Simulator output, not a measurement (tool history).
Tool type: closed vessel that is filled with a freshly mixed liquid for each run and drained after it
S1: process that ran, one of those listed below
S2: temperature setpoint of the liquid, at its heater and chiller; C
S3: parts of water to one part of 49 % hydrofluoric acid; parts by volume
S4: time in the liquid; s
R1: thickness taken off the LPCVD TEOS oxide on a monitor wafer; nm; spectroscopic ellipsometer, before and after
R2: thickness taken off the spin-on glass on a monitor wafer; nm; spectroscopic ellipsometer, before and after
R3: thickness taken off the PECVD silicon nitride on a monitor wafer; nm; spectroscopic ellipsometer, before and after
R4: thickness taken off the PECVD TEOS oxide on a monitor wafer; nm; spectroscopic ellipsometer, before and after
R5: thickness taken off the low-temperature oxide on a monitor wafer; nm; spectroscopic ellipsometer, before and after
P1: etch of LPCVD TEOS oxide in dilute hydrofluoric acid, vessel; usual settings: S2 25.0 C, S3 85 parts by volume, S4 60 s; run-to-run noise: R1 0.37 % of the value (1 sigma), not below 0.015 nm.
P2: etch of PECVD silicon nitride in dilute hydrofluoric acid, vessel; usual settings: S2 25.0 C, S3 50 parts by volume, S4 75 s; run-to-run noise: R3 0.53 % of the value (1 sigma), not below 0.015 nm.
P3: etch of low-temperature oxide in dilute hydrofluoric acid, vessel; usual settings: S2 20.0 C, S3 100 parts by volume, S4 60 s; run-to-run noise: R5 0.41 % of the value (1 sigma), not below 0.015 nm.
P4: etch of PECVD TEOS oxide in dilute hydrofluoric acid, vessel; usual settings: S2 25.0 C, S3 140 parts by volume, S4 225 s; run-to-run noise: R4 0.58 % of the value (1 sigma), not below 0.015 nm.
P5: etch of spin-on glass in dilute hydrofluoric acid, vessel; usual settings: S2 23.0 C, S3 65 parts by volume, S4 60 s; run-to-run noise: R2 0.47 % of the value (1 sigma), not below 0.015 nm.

run 1 hour=17.1 | S1=P1 S2=25.0 S3=85 S4=60 | R1=42.381
run 2 hour=25.0 | S1=P1 S2=25.0 S3=125 S4=60 | R1=27.687
run 3 hour=38.4 | S1=P5 S2=23.0 S3=65 S4=60 | R2=44.421
run 4 hour=46.4 | S1=P1 S2=25.0 S3=85 S4=60 | R1=42.571
run 5 hour=59.4 | S1=P2 S2=25.0 S3=50 S4=145 | R3=9.4857
run 6 hour=69.6 | S1=P4 S2=19.5 S3=140 S4=225 | R4=14.457
run 7 hour=77.8 | S1=P3 S2=20.0 S3=100 S4=60 | R5=14.766
run 8 hour=86.7 | S1=P1 S2=25.0 S3=20 S4=60 | R1=197.980
run 9 hour=98.4 | S1=P1 S2=25.0 S3=85 S4=60 | R1=42.703
run 10 hour=109.6 | S1=P5 S2=23.0 S3=90 S4=60 | R2=31.268
run 11 hour=127.2 | S1=P4 S2=25.0 S3=200 S4=225 | R4=11.558
run 12 hour=145.2 | S1=P1 S2=30.5 S3=85 S4=105 | R1=92.615
run 13 hour=153.6 | S1=P1 S2=25.0 S3=85 S4=30 | R1=21.366
run 14 hour=161.6 | S1=P5 S2=17.0 S3=65 S4=60 | R2=34.845
run 15 hour=176.6 | S1=P1 S2=25.0 S3=85 S4=120 | R1=85.787
run 16 hour=184.5 | S1=P1 S2=25.0 S3=85 S4=60 | R1=42.508
run 17 hour=198.5 | S1=P2 S2=32.5 S3=50 S4=75 | R3=8.0191
run 18 hour=208.7 | S1=P1 S2=17.0 S3=85 S4=60 | R1=30.733
run 19 hour=220.3 | S1=P1 S2=25.0 S3=85 S4=60 | R1=42.551
run 20 hour=235.1 | S1=P3 S2=17.0 S3=100 S4=60 | R5=13.100
run 21 hour=246.5 | S1=P3 S2=20.0 S3=100 S4=95 | R5=23.425
run 22 hour=261.9 | S1=P1 S2=28.5 S3=85 S4=30 | R1=24.557
run 23 hour=272.0 | S1=P2 S2=25.0 S3=50 S4=75 | R3=4.9326
run 24 hour=284.1 | S1=P5 S2=23.0 S3=65 S4=85 | R2=63.229
run 25 hour=293.7 | S1=P3 S2=20.0 S3=100 S4=60 | R5=14.952
run 26 hour=309.9 | S1=P3 S2=20.0 S3=60 S4=60 | R5=25.928
run 27 hour=318.7 | S1=P1 S2=29.5 S3=85 S4=95 | R1=80.760
run 28 hour=333.5 | S1=P2 S2=25.0 S3=90 S4=75 | R3=2.7718
run 29 hour=343.2 | S1=P4 S2=25.0 S3=140 S4=435 | R4=34.535

What does the tool deliver on the next run?
run 30 hour=359.4 | S1=P4 S2=25.0 S3=140 S4=225 | R4=?

R4: 17.947 nm

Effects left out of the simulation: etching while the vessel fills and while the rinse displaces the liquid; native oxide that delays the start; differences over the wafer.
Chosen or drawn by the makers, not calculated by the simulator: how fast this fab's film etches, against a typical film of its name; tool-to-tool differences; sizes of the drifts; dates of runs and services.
